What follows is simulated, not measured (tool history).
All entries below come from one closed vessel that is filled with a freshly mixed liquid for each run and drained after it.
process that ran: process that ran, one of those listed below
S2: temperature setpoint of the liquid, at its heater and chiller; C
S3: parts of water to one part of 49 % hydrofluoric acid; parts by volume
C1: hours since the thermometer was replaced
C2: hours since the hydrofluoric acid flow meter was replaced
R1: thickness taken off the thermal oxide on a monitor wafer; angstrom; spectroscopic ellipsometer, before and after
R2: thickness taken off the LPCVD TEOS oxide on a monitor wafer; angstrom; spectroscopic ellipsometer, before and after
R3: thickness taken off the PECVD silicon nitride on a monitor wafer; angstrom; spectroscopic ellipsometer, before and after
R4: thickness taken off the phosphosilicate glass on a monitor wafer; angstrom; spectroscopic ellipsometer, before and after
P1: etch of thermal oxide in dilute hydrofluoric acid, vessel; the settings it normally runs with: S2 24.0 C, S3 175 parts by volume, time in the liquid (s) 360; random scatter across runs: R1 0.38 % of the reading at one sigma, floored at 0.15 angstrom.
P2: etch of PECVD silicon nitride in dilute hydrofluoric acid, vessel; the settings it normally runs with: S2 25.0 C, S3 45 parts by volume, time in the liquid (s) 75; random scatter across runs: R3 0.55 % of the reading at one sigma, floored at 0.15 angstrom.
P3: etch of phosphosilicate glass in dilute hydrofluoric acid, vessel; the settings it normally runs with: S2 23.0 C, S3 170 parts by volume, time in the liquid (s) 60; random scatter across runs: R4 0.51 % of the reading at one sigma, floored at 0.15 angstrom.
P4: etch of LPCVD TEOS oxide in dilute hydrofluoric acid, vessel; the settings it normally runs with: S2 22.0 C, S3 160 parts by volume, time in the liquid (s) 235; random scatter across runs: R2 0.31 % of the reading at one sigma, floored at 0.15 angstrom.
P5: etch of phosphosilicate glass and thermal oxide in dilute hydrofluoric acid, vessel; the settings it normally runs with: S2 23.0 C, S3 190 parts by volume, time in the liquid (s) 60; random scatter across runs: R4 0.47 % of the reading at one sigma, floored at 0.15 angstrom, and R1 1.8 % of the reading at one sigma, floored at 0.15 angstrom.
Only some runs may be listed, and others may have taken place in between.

run 1 hour=7.6 | process_that_ran=P1 S2=24.0 S3=175 time_in_the_liquid_(s)=360 | C1=415.3 C2=795.0 | R1=88.6030
run 2 hour=12.4 | process_that_ran=P4 S2=22.0 S3=255 time_in_the_liquid_(s)=235 | C1=420.1 C2=799.8 | R2=251.53
run 3 hour=19.9 | process_that_ran=P4 S2=22.0 S3=160 time_in_the_liquid_(s)=440 | C1=427.6 C2=807.3 | R2=827.61
run 4 hour=24.5 | process_that_ran=P4 S2=22.0 S3=160 time_in_the_liquid_(s)=235 | C1=432.2 C2=811.9 | R2=441.76
run 5 hour=32.3 | process_that_ran=P2 S2=25.0 S3=30 time_in_the_liquid_(s)=75 | C1=440.0 C2=819.7 | R3=147.770
run 6 hour=40.0 | process_that_ran=P1 S2=20.5 S3=175 time_in_the_liquid_(s)=360 | C1=447.7 C2=827.4 | R1=77.5020
run 7 hour=44.8 | process_that_ran=P1 S2=24.0 S3=175 time_in_the_liquid_(s)=360 | C1=452.5 C2=832.2 | R1=87.9990
run 8 hour=51.4 | process_that_ran=P3 S2=23.0 S3=255 time_in_the_liquid_(s)=60 | C1=459.1 C2=838.8 | R4=363.40
run 9 hour=57.2 | process_that_ran=P1 S2=24.0 S3=65 time_in_the_liquid_(s)=360 | C1=464.9 C2=844.6 | R1=269.2000
run 10 hour=63.3 | process_that_ran=P5 S2=23.0 S3=190 time_in_the_liquid_(s)=85 | C1=471.0 C2=850.7 | R1=18.7330 R4=677.51
run 11 hour=70.5 | process_that_ran=P4 S2=17.0 S3=160 time_in_the_liquid_(s)=235 | C1=478.2 C2=857.9 | R2=358.72
run 12 hour=76.7 | process_that_ran=P4 S2=22.0 S3=160 time_in_the_liquid_(s)=235 | C1=484.4 C2=864.1 | R2=440.13
run 13 hour=84.2 | process_that_ran=P1 S2=24.0 S3=245 time_in_the_liquid_(s)=360 | C1=491.9 C2=871.6 | R1=58.4490
run 14 hour=90.3 | process_that_ran=P1 S2=28.0 S3=175 time_in_the_liquid_(s)=360 | C1=498.0 C2=877.7 | R1=102.8800
run 15 hour=95.7 | process_that_ran=P1 S2=24.0 S3=175 time_in_the_liquid_(s)=30 | C1=503.4 C2=883.1 | R1=7.3653
run 16 hour=103.0 | process_that_ran=P5 S2=28.0 S3=190 time_in_the_liquid_(s)=60 | C1=510.7 C2=890.4 | R1=15.6530 R4=570.74
run 17 hour=109.7 | process_that_ran=P2 S2=29.5 S3=45 time_in_the_liquid_(s)=75 | C1=517.4 C2=897.1 | R3=134.760
run 18 hour=116.4 | process_that_ran=P5 S2=23.0 S3=90 time_in_the_liquid_(s)=60 | C1=524.1 C2=903.8 | R1=30.8570 R4=1129.20
run 19 hour=121.9 | process_that_ran=P5 S2=23.0 S3=190 time_in_the_liquid_(s)=60 | C1=529.6 C2=909.3 | R1=12.8550 R4=474.00
run 20 hour=125.5 | process_that_ran=P1 S2=24.0 S3=75 time_in_the_liquid_(s)=75 | C1=533.2 C2=912.9 | R1=48.1250
run 21 hour=131.6 | process_that_ran=P3 S2=23.0 S3=170 time_in_the_liquid_(s)=30 | C1=539.3 C2=919.0 | R4=298.34
run 22 hour=137.6 | process_that_ran=P1 S2=24.0 S3=175 time_in_the_liquid_(s)=360 | C1=545.3 C2=925.0 | R1=89.0250
-- hour=141.4 thermometer replaced
run 23 hour=144.0 | process_that_ran=P3 S2=30.0 S3=170 time_in_the_liquid_(s)=60 | C1=2.7 C2=931.4 | R4=766.29
run 24 hour=148.9 | process_that_ran=P2 S2=25.0 S3=45 time_in_the_liquid_(s)=40 | C1=7.6 C2=936.3 | R3=52.673
run 25 hour=154.1 | process_that_ran=P1 S2=24.0 S3=175 time_in_the_liquid_(s)=360 | C1=12.8 C2=941.5 | R1=88.1890
run 26 hour=159.7 | process_that_ran=P2 S2=25.0 S3=45 time_in_the_liquid_(s)=75 | C1=18.4 C2=947.1 | R3=100.340
run 27 hour=166.9 | process_that_ran=P3 S2=23.0 S3=170 time_in_the_liquid_(s)=60 | C1=25.6 C2=954.3 | R4=598.06
run 28 hour=171.8 | process_that_ran=P1 S2=24.0 S3=175 time_in_the_liquid_(s)=600 | C1=30.5 C2=959.2 | R1=146.3100
run 29 hour=177.3 | process_that_ran=P5 S2=23.0 S3=190 time_in_the_liquid_(s)=60 | C1=36.0 C2=964.7 | R1=13.0900 R4=477.29
run 30 hour=182.8 | process_that_ran=P1 S2=24.0 S3=175 time_in_the_liquid_(s)=360 | C1=41.5 C2=970.2 | R1=88.7610
run 31 hour=187.7 | process_that_ran=P3 S2=23.0 S3=170 time_in_the_liquid_(s)=60 | C1=46.4 C2=975.1 | R4=599.27
run 32 hour=192.1 | process_that_ran=P1 S2=24.0 S3=175 time_in_the_liquid_(s)=360 | C1=50.8 C2=979.5 | R1=88.2190
run 33 hour=198.4 | process_that_ran=P1 S2=24.0 S3=175 time_in_the_liquid_(s)=360 | C1=57.1 C2=985.8 | R1=90.6500
run 34 hour=203.9 | process_that_ran=P1 S2=24.0 S3=175 time_in_the_liquid_(s)=360 | C1=62.6 C2=991.3 | R1=92.9300
run 35 hour=210.2 | process_that_ran=P1 S2=24.0 S3=175 time_in_the_liquid_(s)=360 | C1=68.9 C2=997.6 | R1=93.9250
run 36 hour=217.9 | process_that_ran=P1 S2=24.0 S3=175 time_in_the_liquid_(s)=360 | C1=76.6 C2=1005.3 | R1=94.0310
run 37 hour=225.4 | process_that_ran=P1 S2=24.0 S3=175 time_in_the_liquid_(s)=360 | C1=84.1 C2=1012.8 | R1=95.0250
run 38 hour=233.0 | process_that_ran=P1 S2=24.0 S3=175 time_in_the_liquid_(s)=360 | C1=91.7 C2=1020.4 | R1=95.3960
run 39 hour=237.3 | process_that_ran=P1 S2=24.0 S3=175 time_in_the_liquid_(s)=360 | C1=96.0 C2=1024.7 | R1=94.6650
run 40 hour=244.0 | process_that_ran=P1 S2=24.0 S3=175 time_in_the_liquid_(s)=360 | C1=102.7 C2=1031.4 | R1=95.0860

The output of P1 has drifted from where it used to be. Each of the 2 causes below, taken at the size shown beside it, accounts for the log equally well:
A: hydrofluoric acid flow above the setpoint (%) = 6.52
B: liquid hotter than its thermometer reads (K) = 2.02
The drift started at roughly hour 192.1.

The check runs listed below each take one wafer, and their results are still question marks. Under which run would the listed causes lead to clearly different results?
run check 1 hour=250.7 | process_that_ran=P4 S2=22.0 S3=160 time_in_the_liquid_(s)=235 | R2=?
run check 2 hour=250.7 | process_that_ran=P3 S2=23.0 S3=170 time_in_the_liquid_(s)=60 | R4=?
run check 3 hour=250.7 | process_that_ran=P5 S2=23.0 S3=190 time_in_the_liquid_(s)=60 | R1=? R4=?
run check 4 hour=250.7 | process_that_ran=P2 S2=25.0 S3=45 time_in_the_liquid_(s)=75 | R3=?

Expected result of each check under each candidate cause:
check=check_1 result=R2 if_A=473.91 if_B=475.68
check=check_2 result=R4 if_A=643.22 if_B=644.23
check=check_3 result=R1 if_A=14.3620 if_B=14.3550
check=check_3 result=R4 if_A=513.91 if_B=513.67
check=check_4 result=R3 if_A=105.740 if_B=113.740
Minimum pairwise separation of causes per check, each pair taken at its best-separating result: check 1 0.37 %; check 2 0.16 %; check 3 0.05 %; check 4 7.29 %
The causes can be told apart only by check 4. The other checks would give nearly the same results under each of them.

Check 4 was then run and gave: R3 113.330 angstrom. Which cause is it?

The correct cause is B, namely: liquid hotter than its thermometer reads (K).
